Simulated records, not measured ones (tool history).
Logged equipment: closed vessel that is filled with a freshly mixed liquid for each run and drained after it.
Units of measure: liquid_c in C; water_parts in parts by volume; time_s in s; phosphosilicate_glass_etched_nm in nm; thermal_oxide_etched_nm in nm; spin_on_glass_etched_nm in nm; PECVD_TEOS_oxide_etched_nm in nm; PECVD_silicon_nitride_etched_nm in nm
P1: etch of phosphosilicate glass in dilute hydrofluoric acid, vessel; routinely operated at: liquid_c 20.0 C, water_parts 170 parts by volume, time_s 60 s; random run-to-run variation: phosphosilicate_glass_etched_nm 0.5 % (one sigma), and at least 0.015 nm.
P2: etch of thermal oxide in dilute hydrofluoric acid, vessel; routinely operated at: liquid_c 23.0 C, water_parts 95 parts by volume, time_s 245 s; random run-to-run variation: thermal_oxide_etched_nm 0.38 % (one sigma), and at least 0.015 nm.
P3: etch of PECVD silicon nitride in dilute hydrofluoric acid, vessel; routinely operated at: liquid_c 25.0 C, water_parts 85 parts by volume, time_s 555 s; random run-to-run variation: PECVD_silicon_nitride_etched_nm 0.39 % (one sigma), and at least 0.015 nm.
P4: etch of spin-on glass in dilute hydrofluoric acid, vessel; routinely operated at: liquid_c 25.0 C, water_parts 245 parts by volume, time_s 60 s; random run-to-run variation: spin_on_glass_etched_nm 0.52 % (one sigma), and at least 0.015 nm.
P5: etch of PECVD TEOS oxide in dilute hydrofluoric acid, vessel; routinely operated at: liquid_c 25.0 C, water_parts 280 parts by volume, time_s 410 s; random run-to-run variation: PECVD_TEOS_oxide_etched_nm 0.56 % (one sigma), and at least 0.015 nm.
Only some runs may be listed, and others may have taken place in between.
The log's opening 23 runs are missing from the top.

run,day,process,liquid_c,water_parts,time_s,hours since the thermometer was replaced,hours since the hydrofluoric acid flow meter was replaced,phosphosilicate_glass_etched_nm,thermal_oxide_etched_nm,spin_on_glass_etched_nm,PECVD_TEOS_oxide_etched_nm,PECVD_silicon_nitride_etched_nm
24,3.662,P5,25.0,280,35,540.7,285.1,,,,2.8124,
25,3.771,P1,20.0,170,60,543.3,287.7,47.740,,,,
26,3.888,P4,25.0,90,60,546.1,290.5,,,49.200,,
27,4.079,P1,24.5,170,60,550.7,295.1,56.511,,,,
28,4.275,P2,23.0,95,245,555.4,299.8,,12.1300,,,
29,4.467,P4,25.0,245,100,560.0,304.4,,,25.200,,
30,4.650,P1,17.0,170,60,564.4,308.8,41.840,,,,
31,4.796,P1,20.0,170,60,567.9,312.3,47.694,,,,
32,4.942,P1,20.0,170,60,571.4,315.8,47.486,,,,
33,5.100,P1,20.0,170,60,575.2,319.6,47.527,,,,
34,5.192,P1,20.0,170,60,577.4,321.8,48.276,,,,
35,5.325,P1,20.0,170,60,580.6,325.0,49.283,,,,

Run 36 has not been measured yet. What should we expect?
36,5.512,P1,20.0,170,60,585.1,329.5,?,,,,

phosphosilicate_glass_etched_nm: 50.340 nm

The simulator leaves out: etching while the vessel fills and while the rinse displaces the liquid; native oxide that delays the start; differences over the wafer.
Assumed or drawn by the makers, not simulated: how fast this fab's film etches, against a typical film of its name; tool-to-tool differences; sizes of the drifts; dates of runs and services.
